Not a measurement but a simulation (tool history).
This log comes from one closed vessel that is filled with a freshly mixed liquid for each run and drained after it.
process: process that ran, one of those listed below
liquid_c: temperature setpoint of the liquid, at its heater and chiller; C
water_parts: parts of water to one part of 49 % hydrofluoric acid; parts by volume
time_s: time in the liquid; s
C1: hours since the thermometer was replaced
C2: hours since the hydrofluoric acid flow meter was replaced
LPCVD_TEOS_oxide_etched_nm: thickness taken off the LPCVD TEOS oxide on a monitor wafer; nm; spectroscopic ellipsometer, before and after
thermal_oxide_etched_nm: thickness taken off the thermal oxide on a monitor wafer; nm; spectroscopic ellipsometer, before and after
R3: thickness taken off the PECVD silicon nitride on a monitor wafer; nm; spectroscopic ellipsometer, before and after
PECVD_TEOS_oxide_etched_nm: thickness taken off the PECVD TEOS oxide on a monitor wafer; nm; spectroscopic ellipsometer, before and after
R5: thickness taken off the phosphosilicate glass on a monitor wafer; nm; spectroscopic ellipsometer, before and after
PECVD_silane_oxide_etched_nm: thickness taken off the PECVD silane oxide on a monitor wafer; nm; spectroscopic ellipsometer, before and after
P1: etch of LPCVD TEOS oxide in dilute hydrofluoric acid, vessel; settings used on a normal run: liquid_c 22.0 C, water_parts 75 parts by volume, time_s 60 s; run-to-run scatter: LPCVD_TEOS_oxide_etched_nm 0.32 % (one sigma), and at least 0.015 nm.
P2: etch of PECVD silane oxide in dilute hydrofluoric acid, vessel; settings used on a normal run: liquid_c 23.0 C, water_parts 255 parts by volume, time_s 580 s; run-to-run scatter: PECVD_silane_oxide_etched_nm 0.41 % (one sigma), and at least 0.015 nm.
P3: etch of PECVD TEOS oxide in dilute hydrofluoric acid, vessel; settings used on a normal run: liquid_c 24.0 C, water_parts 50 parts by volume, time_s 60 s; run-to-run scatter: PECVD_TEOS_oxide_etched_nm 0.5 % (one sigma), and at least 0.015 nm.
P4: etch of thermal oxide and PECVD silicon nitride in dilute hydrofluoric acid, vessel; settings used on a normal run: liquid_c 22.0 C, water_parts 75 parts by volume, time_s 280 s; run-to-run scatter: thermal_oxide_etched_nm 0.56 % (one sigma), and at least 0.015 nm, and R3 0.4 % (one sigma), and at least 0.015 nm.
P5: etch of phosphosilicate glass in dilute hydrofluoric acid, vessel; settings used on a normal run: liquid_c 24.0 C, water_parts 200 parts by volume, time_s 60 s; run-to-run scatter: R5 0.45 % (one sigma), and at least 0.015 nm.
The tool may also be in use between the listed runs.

{"run": 1, "hour": 8.0, "process": "P1", "liquid_c": 22.0, "water_parts": 75, "time_s": 60, "C1": 440.5, "C2": 895.0, "LPCVD_TEOS_oxide_etched_nm": 37.969}
{"run": 2, "hour": 17.3, "process": "P4", "liquid_c": 26.0, "water_parts": 75, "time_s": 280, "C1": 449.8, "C2": 904.3, "thermal_oxide_etched_nm": 20.883, "R3": 17.291}
{"run": 3, "hour": 29.5, "process": "P1", "liquid_c": 30.0, "water_parts": 75, "time_s": 60, "C1": 462.0, "C2": 916.5, "LPCVD_TEOS_oxide_etched_nm": 52.573}
{"run": 4, "hour": 41.0, "process": "P3", "liquid_c": 24.0, "water_parts": 50, "time_s": 60, "C1": 473.5, "C2": 928.0, "PECVD_TEOS_oxide_etched_nm": 34.001}
{"run": 5, "hour": 52.8, "process": "P5", "liquid_c": 24.0, "water_parts": 65, "time_s": 60, "C1": 485.3, "C2": 939.8, "R5": 153.45}
{"run": 6, "hour": 61.6, "process": "P1", "liquid_c": 22.0, "water_parts": 75, "time_s": 60, "C1": 494.1, "C2": 948.6, "LPCVD_TEOS_oxide_etched_nm": 38.074}
{"run": 7, "hour": 71.5, "process": "P2", "liquid_c": 18.5, "water_parts": 255, "time_s": 580, "C1": 504.0, "C2": 958.5, "PECVD_silane_oxide_etched_nm": 42.793}
{"run": 8, "hour": 79.4, "process": "P2", "liquid_c": 23.0, "water_parts": 255, "time_s": 1125, "C1": 511.9, "C2": 966.4, "PECVD_silane_oxide_etched_nm": 99.043}
{"run": 9, "hour": 88.8, "process": "P1", "liquid_c": 22.0, "water_parts": 75, "time_s": 30, "C1": 521.3, "C2": 975.8, "LPCVD_TEOS_oxide_etched_nm": 19.09}
{"run": 10, "hour": 95.9, "process": "P5", "liquid_c": 32.0, "water_parts": 200, "time_s": 60, "C1": 528.4, "C2": 982.9, "R5": 56.976}
{"run": 11, "hour": 108.5, "process": "P5", "liquid_c": 24.0, "water_parts": 200, "time_s": 60, "C1": 541.0, "C2": 995.5, "R5": 43.177}
{"run": 12, "hour": 118.9, "process": "P1", "liquid_c": 22.0, "water_parts": 120, "time_s": 30, "C1": 551.4, "C2": 1005.9, "LPCVD_TEOS_oxide_etched_nm": 11.327}
{"run": 13, "hour": 129.9, "process": "P1", "liquid_c": 28.5, "water_parts": 75, "time_s": 30, "C1": 562.4, "C2": 1016.9, "LPCVD_TEOS_oxide_etched_nm": 24.793}
{"run": 14, "hour": 141.1, "process": "P2", "liquid_c": 23.0, "water_parts": 80, "time_s": 580, "C1": 573.6, "C2": 1028.1, "PECVD_silane_oxide_etched_nm": 196.05}
{"run": 15, "hour": 148.8, "process": "P1", "liquid_c": 22.0, "water_parts": 75, "time_s": 60, "C1": 581.3, "C2": 1035.8, "LPCVD_TEOS_oxide_etched_nm": 38.158}
{"run": 16, "hour": 156.3, "process": "P2", "liquid_c": 23.0, "water_parts": 255, "time_s": 580, "C1": 588.8, "C2": 1043.3, "PECVD_silane_oxide_etched_nm": 50.955}
{"run": 17, "hour": 164.4, "process": "P1", "liquid_c": 22.0, "water_parts": 20, "time_s": 95, "C1": 596.9, "C2": 1051.4, "LPCVD_TEOS_oxide_etched_nm": 243.47}
{"run": 18, "hour": 170.9, "process": "P1", "liquid_c": 17.5, "water_parts": 75, "time_s": 60, "C1": 603.4, "C2": 1057.9, "LPCVD_TEOS_oxide_etched_nm": 31.566}
{"run": 19, "hour": 178.5, "process": "P1", "liquid_c": 22.0, "water_parts": 75, "time_s": 60, "C1": 611.0, "C2": 1065.5, "LPCVD_TEOS_oxide_etched_nm": 38.089}
{"run": 20, "hour": 189.8, "process": "P1", "liquid_c": 22.0, "water_parts": 75, "time_s": 60, "C1": 622.3, "C2": 1076.8, "LPCVD_TEOS_oxide_etched_nm": 38.321}
{"run": 21, "hour": 197.4, "process": "P4", "liquid_c": 22.0, "water_parts": 130, "time_s": 280, "C1": 629.9, "C2": 1084.4, "thermal_oxide_etched_nm": 9.6823, "R3": 7.7098}
{"run": 22, "hour": 208.5, "process": "P3", "liquid_c": 24.0, "water_parts": 30, "time_s": 60, "C1": 641.0, "C2": 1095.5, "PECVD_TEOS_oxide_etched_nm": 58.306}
{"run": 23, "hour": 216.8, "process": "P5", "liquid_c": 24.0, "water_parts": 200, "time_s": 95, "C1": 649.3, "C2": 1103.8, "R5": 67.635}
{"run": 24, "hour": 225.2, "process": "P3", "liquid_c": 24.0, "water_parts": 50, "time_s": 60, "C1": 657.7, "C2": 1112.2, "PECVD_TEOS_oxide_etched_nm": 34.103}
{"run": 25, "hour": 233.3, "process": "P1", "liquid_c": 22.0, "water_parts": 35, "time_s": 60, "C1": 665.8, "C2": 1120.3, "LPCVD_TEOS_oxide_etched_nm": 86.176}
{"run": 26, "hour": 246.5, "process": "P1", "liquid_c": 22.0, "water_parts": 75, "time_s": 60, "C1": 679.0, "C2": 1133.5, "LPCVD_TEOS_oxide_etched_nm": 38.5}
{"run": 27, "hour": 253.0, "process": "P4", "liquid_c": 22.0, "water_parts": 75, "time_s": 130, "C1": 685.5, "C2": 1140.0, "thermal_oxide_etched_nm": 8.3691, "R3": 6.1669}
{"run": 28, "hour": 264.8, "process": "P3", "liquid_c": 18.0, "water_parts": 50, "time_s": 60, "C1": 697.3, "C2": 1151.8, "PECVD_TEOS_oxide_etched_nm": 26.537}
{"run": 29, "hour": 273.3, "process": "P5", "liquid_c": 24.0, "water_parts": 200, "time_s": 60, "C1": 705.8, "C2": 1160.3, "R5": 42.641}
{"run": 30, "hour": 285.9, "process": "P1", "liquid_c": 22.0, "water_parts": 75, "time_s": 85, "C1": 718.4, "C2": 1172.9, "LPCVD_TEOS_oxide_etched_nm": 53.977}
{"run": 31, "hour": 297.5, "process": "P4", "liquid_c": 22.0, "water_parts": 75, "time_s": 280, "C1": 730.0, "C2": 1184.5, "thermal_oxide_etched_nm": 17.939, "R3": 13.236}
{"run": 32, "hour": 307.4, "process": "P1", "liquid_c": 22.0, "water_parts": 115, "time_s": 60, "C1": 739.9, "C2": 1194.4, "LPCVD_TEOS_oxide_etched_nm": 23.63}
{"run": 33, "hour": 318.6, "process": "P1", "liquid_c": 22.0, "water_parts": 75, "time_s": 60, "C1": 751.1, "C2": 1205.6, "LPCVD_TEOS_oxide_etched_nm": 38.121}
{"run": 34, "hour": 327.7, "process": "P3", "liquid_c": 24.0, "water_parts": 50, "time_s": 110, "C1": 760.2, "C2": 1214.7, "PECVD_TEOS_oxide_etched_nm": 62.451}
{"run": 35, "hour": 334.6, "process": "P1", "liquid_c": 22.0, "water_parts": 75, "time_s": 60, "C1": 767.1, "C2": 1221.6, "LPCVD_TEOS_oxide_etched_nm": 38.215}
{"run": 36, "hour": 341.4, "process": "P1", "liquid_c": 22.0, "water_parts": 75, "time_s": 60, "C1": 773.9, "C2": 1228.4, "LPCVD_TEOS_oxide_etched_nm": 37.694}
{"run": 37, "hour": 352.3, "process": "P1", "liquid_c": 22.0, "water_parts": 75, "time_s": 60, "C1": 784.8, "C2": 1239.3, "LPCVD_TEOS_oxide_etched_nm": 37.25}
{"run": 38, "hour": 363.9, "process": "P1", "liquid_c": 22.0, "water_parts": 75, "time_s": 60, "C1": 796.4, "C2": 1250.9, "LPCVD_TEOS_oxide_etched_nm": 36.975}
{"run": 39, "hour": 376.2, "process": "P1", "liquid_c": 22.0, "water_parts": 75, "time_s": 60, "C1": 808.7, "C2": 1263.2, "LPCVD_TEOS_oxide_etched_nm": 36.484}
{"run": 40, "hour": 388.2, "process": "P1", "liquid_c": 22.0, "water_parts": 75, "time_s": 60, "C1": 820.7, "C2": 1275.2, "LPCVD_TEOS_oxide_etched_nm": 36.352}
{"run": 41, "hour": 401.6, "process": "P1", "liquid_c": 22.0, "water_parts": 75, "time_s": 60, "C1": 834.1, "C2": 1288.6, "LPCVD_TEOS_oxide_etched_nm": 36.255}
{"run": 42, "hour": 411.9, "process": "P1", "liquid_c": 22.0, "water_parts": 75, "time_s": 60, "C1": 844.4, "C2": 1298.9, "LPCVD_TEOS_oxide_etched_nm": 36.064}
{"run": 43, "hour": 424.1, "process": "P1", "liquid_c": 22.0, "water_parts": 75, "time_s": 60, "C1": 856.6, "C2": 1311.1, "LPCVD_TEOS_oxide_etched_nm": 36.001}
{"run": 44, "hour": 436.8, "process": "P1", "liquid_c": 22.0, "water_parts": 75, "time_s": 60, "C1": 869.3, "C2": 1323.8, "LPCVD_TEOS_oxide_etched_nm": 35.863}
{"run": 45, "hour": 446.0, "process": "P1", "liquid_c": 22.0, "water_parts": 75, "time_s": 60, "C1": 878.5, "C2": 1333.0, "LPCVD_TEOS_oxide_etched_nm": 35.802}
{"run": 46, "hour": 452.8, "process": "P1", "liquid_c": 22.0, "water_parts": 75, "time_s": 60, "C1": 885.3, "C2": 1339.8, "LPCVD_TEOS_oxide_etched_nm": 35.986}

Something has made what P1 gives creep away from where it was; the 2 causes below, each at its own stated size, fit the log equally well:
A: liquid colder than its thermometer reads (K) = 1.44
B: hydrofluoric acid flow below the setpoint (%) = 5.3
The creep began at about hour 334.6.

Consider the 4 single-wafer check runs listed below, results given as question marks: which one distinguishes between the causes by giving clearly different results for each?
{"run": "check 1", "hour": 459.6, "process": "P5", "liquid_c": 28.5, "water_parts": 70, "time_s": 60, "R5": "?"}
{"run": "check 2", "hour": 459.6, "process": "P2", "liquid_c": 23.0, "water_parts": 105, "time_s": 1035, "PECVD_silane_oxide_etched_nm": "?"}
{"run": "check 3", "hour": 459.6, "process": "P4", "liquid_c": 22.0, "water_parts": 100, "time_s": 280, "thermal_oxide_etched_nm": "?", "R3": "?"}
{"run": "check 4", "hour": 459.6, "process": "P3", "liquid_c": 20.5, "water_parts": 50, "time_s": 110, "PECVD_TEOS_oxide_etched_nm": "?"}

How each check would come out, cause by cause:
check=check_1 result=R5 if_A=161.160 if_B=160.580
check=check_2 result=PECVD_silane_oxide_etched_nm if_A=244.690 if_B=243.790
check=check_3 result=thermal_oxide_etched_nm if_A=12.2390 if_B=12.2080
check=check_3 result=R3 if_A=9.0564 if_B=9.4595
check=check_4 result=PECVD_TEOS_oxide_etched_nm if_A=50.812 if_B=50.984
Gap, in per cent, between the two causes that each check separates least, read from the result that separates them most: check 1 0.36 %; check 2 0.37 %; check 3 4.35 %; check 4 0.34 %
Only in check 3 would the causes give clearly different results; in the remaining checks their results would be nearly the same.

After running check 3, the following was obtained: thermal_oxide_etched_nm 12.2070 nm; R3 9.4517 nm. Which cause does this point to?

It is B: hydrofluoric acid flow below the setpoint (%).

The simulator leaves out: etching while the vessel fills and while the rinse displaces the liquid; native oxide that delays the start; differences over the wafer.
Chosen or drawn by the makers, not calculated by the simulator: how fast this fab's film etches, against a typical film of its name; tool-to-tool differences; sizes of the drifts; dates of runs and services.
